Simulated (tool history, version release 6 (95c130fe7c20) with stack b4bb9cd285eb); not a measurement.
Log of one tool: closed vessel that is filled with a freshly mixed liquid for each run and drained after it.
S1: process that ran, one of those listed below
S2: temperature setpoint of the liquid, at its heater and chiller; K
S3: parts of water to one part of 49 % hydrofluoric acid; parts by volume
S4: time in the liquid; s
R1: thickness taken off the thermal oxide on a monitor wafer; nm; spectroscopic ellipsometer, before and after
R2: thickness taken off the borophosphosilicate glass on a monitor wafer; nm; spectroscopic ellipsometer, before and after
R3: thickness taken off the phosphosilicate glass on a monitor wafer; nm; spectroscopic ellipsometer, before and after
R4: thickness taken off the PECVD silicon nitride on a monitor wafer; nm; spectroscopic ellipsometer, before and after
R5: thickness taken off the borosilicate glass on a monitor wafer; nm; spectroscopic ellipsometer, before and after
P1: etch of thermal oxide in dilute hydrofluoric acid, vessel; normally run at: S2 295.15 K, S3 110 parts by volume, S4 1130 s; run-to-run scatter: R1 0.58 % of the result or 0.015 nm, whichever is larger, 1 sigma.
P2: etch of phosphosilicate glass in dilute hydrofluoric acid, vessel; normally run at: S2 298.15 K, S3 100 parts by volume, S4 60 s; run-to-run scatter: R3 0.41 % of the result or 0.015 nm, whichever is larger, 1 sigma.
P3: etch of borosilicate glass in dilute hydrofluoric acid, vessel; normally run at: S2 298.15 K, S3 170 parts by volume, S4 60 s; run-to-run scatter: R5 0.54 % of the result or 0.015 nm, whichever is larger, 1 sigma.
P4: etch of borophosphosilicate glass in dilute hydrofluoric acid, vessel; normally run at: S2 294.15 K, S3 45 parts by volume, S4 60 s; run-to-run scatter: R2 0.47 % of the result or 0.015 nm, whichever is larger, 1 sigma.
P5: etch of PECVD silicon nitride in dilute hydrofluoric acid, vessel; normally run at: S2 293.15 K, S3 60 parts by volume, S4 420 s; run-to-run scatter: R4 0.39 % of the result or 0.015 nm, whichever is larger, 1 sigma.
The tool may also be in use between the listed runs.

{"run": 1, "hour": 4.3, "S1": "P1", "S2": 295.15, "S3": 110, "S4": 1130, "R1": 42.598}
{"run": 2, "hour": 10.9, "S1": "P4", "S2": 294.15, "S3": 45, "S4": 90, "R2": 64.967}
{"run": 3, "hour": 19.5, "S1": "P1", "S2": 295.15, "S3": 110, "S4": 1130, "R1": 42.899}
{"run": 4, "hour": 26.1, "S1": "P1", "S2": 295.15, "S3": 30, "S4": 1130, "R1": 171.28}
{"run": 5, "hour": 34.4, "S1": "P1", "S2": 295.15, "S3": 110, "S4": 1915, "R1": 72.124}
{"run": 6, "hour": 42.0, "S1": "P1", "S2": 295.15, "S3": 110, "S4": 1130, "R1": 42.35}
{"run": 7, "hour": 48.3, "S1": "P1", "S2": 295.15, "S3": 110, "S4": 190, "R1": 7.1712}
{"run": 8, "hour": 58.2, "S1": "P2", "S2": 298.15, "S3": 100, "S4": 60, "R3": 99.394}
{"run": 9, "hour": 66.4, "S1": "P5", "S2": 293.15, "S3": 60, "S4": 420, "R4": 13.68}
{"run": 10, "hour": 75.6, "S1": "P1", "S2": 299.15, "S3": 110, "S4": 1130, "R1": 49.69}
{"run": 11, "hour": 82.1, "S1": "P2", "S2": 298.15, "S3": 100, "S4": 30, "R3": 49.696}
{"run": 12, "hour": 88.6, "S1": "P5", "S2": 293.15, "S3": 20, "S4": 420, "R4": 39.936}
{"run": 13, "hour": 93.6, "S1": "P4", "S2": 299.15, "S3": 45, "S4": 60, "R2": 53.622}
{"run": 14, "hour": 100.7, "S1": "P1", "S2": 295.15, "S3": 200, "S4": 1130, "R1": 21.086}
{"run": 15, "hour": 106.6, "S1": "P1", "S2": 295.15, "S3": 110, "S4": 1130, "R1": 42.594}
{"run": 16, "hour": 111.8, "S1": "P3", "S2": 298.15, "S3": 170, "S4": 60, "R5": 9.7469}
{"run": 17, "hour": 120.3, "S1": "P3", "S2": 298.15, "S3": 280, "S4": 60, "R5": 5.2226}
{"run": 18, "hour": 125.5, "S1": "P3", "S2": 290.15, "S3": 170, "S4": 60, "R5": 7.2056}
{"run": 19, "hour": 131.3, "S1": "P3", "S2": 298.15, "S3": 170, "S4": 60, "R5": 9.7305}
{"run": 20, "hour": 135.7, "S1": "P4", "S2": 294.15, "S3": 45, "S4": 60, "R2": 43.9}
{"run": 21, "hour": 143.1, "S1": "P1", "S2": 295.15, "S3": 110, "S4": 1130, "R1": 41.903}
{"run": 22, "hour": 149.8, "S1": "P5", "S2": 293.15, "S3": 60, "S4": 420, "R4": 13.644}
{"run": 23, "hour": 154.5, "S1": "P2", "S2": 292.65, "S3": 100, "S4": 60, "R3": 79.953}
{"run": 24, "hour": 164.4, "S1": "P2", "S2": 298.15, "S3": 100, "S4": 60, "R3": 99.118}
{"run": 25, "hour": 172.0, "S1": "P1", "S2": 295.15, "S3": 110, "S4": 1130, "R1": 42.119}
{"run": 26, "hour": 178.1, "S1": "P5", "S2": 299.15, "S3": 60, "S4": 420, "R4": 20.696}
{"run": 27, "hour": 183.8, "S1": "P2", "S2": 298.15, "S3": 40, "S4": 60, "R3": 272.24}
{"hour": 187.4, "done": "thermometer replaced"}
{"run": 28, "hour": 189.4, "S1": "P1", "S2": 290.15, "S3": 50, "S4": 1130, "R1": 80.794}
{"run": 29, "hour": 198.2, "S1": "P1", "S2": 290.15, "S3": 110, "S4": 1130, "R1": 34.937}
{"run": 30, "hour": 203.8, "S1": "P5", "S2": 293.15, "S3": 60, "S4": 30, "R4": 1.0003}
{"run": 31, "hour": 208.7, "S1": "P4", "S2": 294.15, "S3": 25, "S4": 60, "R2": 79.469}
{"hour": 209.1, "done": "hydrofluoric acid flow meter replaced"}
{"run": 32, "hour": 217.6, "S1": "P1", "S2": 300.65, "S3": 110, "S4": 330, "R1": 15.265}
{"run": 33, "hour": 225.8, "S1": "P3", "S2": 298.15, "S3": 170, "S4": 30, "R5": 4.8513}
{"run": 34, "hour": 233.0, "S1": "P1", "S2": 295.15, "S3": 110, "S4": 1130, "R1": 42.253}
{"run": 35, "hour": 240.9, "S1": "P1", "S2": 295.15, "S3": 110, "S4": 1130, "R1": 43.565}
{"run": 36, "hour": 245.2, "S1": "P1", "S2": 295.15, "S3": 110, "S4": 1130, "R1": 43.781}
{"run": 37, "hour": 251.4, "S1": "P1", "S2": 295.15, "S3": 110, "S4": 1130, "R1": 43.829}
{"run": 38, "hour": 258.6, "S1": "P1", "S2": 295.15, "S3": 110, "S4": 1130, "R1": 44.255}
{"run": 39, "hour": 267.4, "S1": "P1", "S2": 295.15, "S3": 110, "S4": 1130, "R1": 44.595}
{"run": 40, "hour": 276.4, "S1": "P1", "S2": 295.15, "S3": 110, "S4": 1130, "R1": 45.179}
{"run": 41, "hour": 281.1, "S1": "P1", "S2": 295.15, "S3": 110, "S4": 1130, "R1": 44.524}
{"run": 42, "hour": 286.1, "S1": "P1", "S2": 295.15, "S3": 110, "S4": 1130, "R1": 44.787}
{"run": 43, "hour": 291.7, "S1": "P1", "S2": 295.15, "S3": 110, "S4": 1130, "R1": 44.831}
{"run": 44, "hour": 301.6, "S1": "P1", "S2": 295.15, "S3": 110, "S4": 1130, "R1": 44.996}
{"run": 45, "hour": 309.6, "S1": "P1", "S2": 295.15, "S3": 110, "S4": 1130, "R1": 45.054}

What P1 gives has crept away from where it was. These 2 causes fit the log equally well, each at the size given:
A: hydrofluoric acid flow above the setpoint (%) = 5.33
B: liquid hotter than its thermometer reads (K) = 1.47
The creep began at about hour 233.0.

4 check runs are offered, one wafer each, their results left as question marks. Which one tells the causes apart?
{"run": "check 1", "hour": 317.6, "S1": "P4", "S2": 294.15, "S3": 45, "S4": 60, "R2": "?"}
{"run": "check 2", "hour": 317.6, "S1": "P5", "S2": 293.15, "S3": 60, "S4": 420, "R4": "?"}
{"run": "check 3", "hour": 317.6, "S1": "P3", "S2": 298.15, "S3": 170, "S4": 60, "R5": "?"}
{"run": "check 4", "hour": 317.6, "S1": "P2", "S2": 298.15, "S3": 100, "S4": 60, "R3": "?"}

What each check would give under each cause:
check=check_1 result=R2 if_A=45.991 if_B=46.314
check=check_2 result=R4 if_A=14.4720 if_B=15.2210
check=check_3 result=R5 if_A=10.3270 if_B=10.2510
check=check_4 result=R3 if_A=105.440 if_B=105.340
How far apart the two closest causes lie, in the result that separates them most: check 1 0.7 %; check 2 5.05 %; check 3 0.73 %; check 4 0.1 %
Check 2 tells the causes apart: in the others they would give nearly the same result.

Then check 2 was run and gave: R4 14.4600 nm. Which cause is it?

It is A: hydrofluoric acid flow above the setpoint (%).

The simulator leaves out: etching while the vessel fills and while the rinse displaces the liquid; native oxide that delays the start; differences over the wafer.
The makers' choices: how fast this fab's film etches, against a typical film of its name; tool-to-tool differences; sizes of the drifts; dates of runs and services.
